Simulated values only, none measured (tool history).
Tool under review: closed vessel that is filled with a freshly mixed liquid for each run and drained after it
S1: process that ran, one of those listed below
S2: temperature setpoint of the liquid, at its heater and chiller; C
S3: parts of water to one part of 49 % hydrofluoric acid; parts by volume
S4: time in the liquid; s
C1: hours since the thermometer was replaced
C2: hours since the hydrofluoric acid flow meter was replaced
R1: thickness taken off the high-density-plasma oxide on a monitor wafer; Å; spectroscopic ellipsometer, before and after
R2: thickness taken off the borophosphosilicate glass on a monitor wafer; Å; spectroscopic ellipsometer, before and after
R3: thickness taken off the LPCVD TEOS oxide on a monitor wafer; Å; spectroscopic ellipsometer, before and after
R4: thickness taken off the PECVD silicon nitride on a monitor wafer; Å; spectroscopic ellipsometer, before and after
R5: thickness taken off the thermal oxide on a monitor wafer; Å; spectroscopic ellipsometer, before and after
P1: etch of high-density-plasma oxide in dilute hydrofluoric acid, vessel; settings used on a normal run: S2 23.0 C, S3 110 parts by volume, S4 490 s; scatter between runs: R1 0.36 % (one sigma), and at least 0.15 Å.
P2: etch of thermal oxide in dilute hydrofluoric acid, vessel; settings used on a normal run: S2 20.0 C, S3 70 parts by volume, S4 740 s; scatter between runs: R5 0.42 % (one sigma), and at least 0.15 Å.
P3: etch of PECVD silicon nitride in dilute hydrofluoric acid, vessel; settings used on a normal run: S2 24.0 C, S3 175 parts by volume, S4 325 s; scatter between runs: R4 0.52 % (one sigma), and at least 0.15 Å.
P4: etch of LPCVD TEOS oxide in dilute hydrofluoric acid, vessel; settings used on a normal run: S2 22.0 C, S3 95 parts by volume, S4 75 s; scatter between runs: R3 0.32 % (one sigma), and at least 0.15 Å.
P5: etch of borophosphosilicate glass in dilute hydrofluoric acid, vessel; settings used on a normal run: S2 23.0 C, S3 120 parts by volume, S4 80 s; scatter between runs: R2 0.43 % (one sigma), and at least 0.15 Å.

| run | day | S1 | S2 | S3 | S4 | C1 | C2 | R1 | R2 | R3 | R4 | R5 |
|---|---|---|---|---|---|---|---|---|---|---|---|---|
| 1 | 0.188 | P1 | 23.0 | 110 | 490 | 556.6 | 190.4 | 340.15 |  |  |  |  |
| 2 | 0.367 | P1 | 23.0 | 110 | 490 | 560.9 | 194.7 | 337.81 |  |  |  |  |
| 3 | 0.629 | P5 | 29.0 | 120 | 80 | 567.2 | 201.0 |  | 244.580 |  |  |  |
| 4 | 0.829 | P1 | 28.5 | 110 | 490 | 572.0 | 205.8 | 418.22 |  |  |  |  |
| 5 | 1.208 | P4 | 22.0 | 165 | 75 | 581.1 | 214.9 |  |  | 65.436 |  |  |
| 6 | 1.538 | P3 | 20.0 | 175 | 325 | 589.0 | 222.8 |  |  |  | 52.147 |  |
| 7 | 1.725 | P3 | 24.0 | 175 | 325 | 593.5 | 227.3 |  |  |  | 68.675 |  |
| 8 | 2.104 | P5 | 23.0 | 120 | 80 | 602.6 | 236.4 |  | 198.170 |  |  |  |
| 9 | 2.342 | P1 | 19.5 | 160 | 490 | 608.3 | 242.1 | 192.07 |  |  |  |  |
| 10 | 2.704 | P5 | 23.0 | 120 | 40 | 617.0 | 250.8 |  | 98.325 |  |  |  |
| 11 | 3.075 | P5 | 23.0 | 120 | 80 | 625.9 | 259.7 |  | 195.990 |  |  |  |
| 12 | 3.317 | P3 | 24.0 | 260 | 325 | 631.7 | 265.5 |  |  |  | 46.120 |  |
| 13 | 3.521 | P2 | 20.0 | 70 | 740 | 636.6 | 270.4 |  |  |  |  | 456.84 |
| 14 | 3.804 | P1 | 23.0 | 110 | 265 | 643.4 | 277.2 | 183.05 |  |  |  |  |
| 15 | 3.979 | P4 | 22.0 | 95 | 110 | 647.6 | 281.4 |  |  | 180.140 |  |  |
| 16 | 4.171 | P1 | 23.0 | 65 | 490 | 652.2 | 286.0 | 604.24 |  |  |  |  |
| 17 | 4.404 | P1 | 23.0 | 110 | 980 | 657.8 | 291.6 | 678.71 |  |  |  |  |
| 18 | 4.692 | P2 | 20.0 | 70 | 115 | 664.7 | 298.5 |  |  |  |  | 70.83 |
|  | 4.900 | hydrofluoric acid flow meter replaced |
| 19 | 4.938 | P5 | 23.0 | 195 | 80 | 670.6 | 0.9 |  | 111.110 |  |  |  |
| 20 | 5.271 | P3 | 24.0 | 175 | 325 | 678.6 | 8.9 |  |  |  | 68.908 |  |
| 21 | 5.508 | P1 | 23.0 | 150 | 490 | 684.3 | 14.6 | 236.73 |  |  |  |  |
| 22 | 5.833 | P1 | 23.0 | 110 | 490 | 692.1 | 22.4 | 338.49 |  |  |  |  |
| 23 | 6.042 | P2 | 20.0 | 35 | 740 | 697.1 | 27.4 |  |  |  |  | 945.32 |
| 24 | 6.292 | P3 | 24.0 | 175 | 620 | 703.1 | 33.4 |  |  |  | 129.940 |  |

Run 25 has not been measured yet. What should we expect?
| 25 | 6.617 | P4 | 22.0 | 95 | 75 | 710.9 | 41.2 |  |  | ? |  |  |

{"run 25": {"R3": 123.63}}

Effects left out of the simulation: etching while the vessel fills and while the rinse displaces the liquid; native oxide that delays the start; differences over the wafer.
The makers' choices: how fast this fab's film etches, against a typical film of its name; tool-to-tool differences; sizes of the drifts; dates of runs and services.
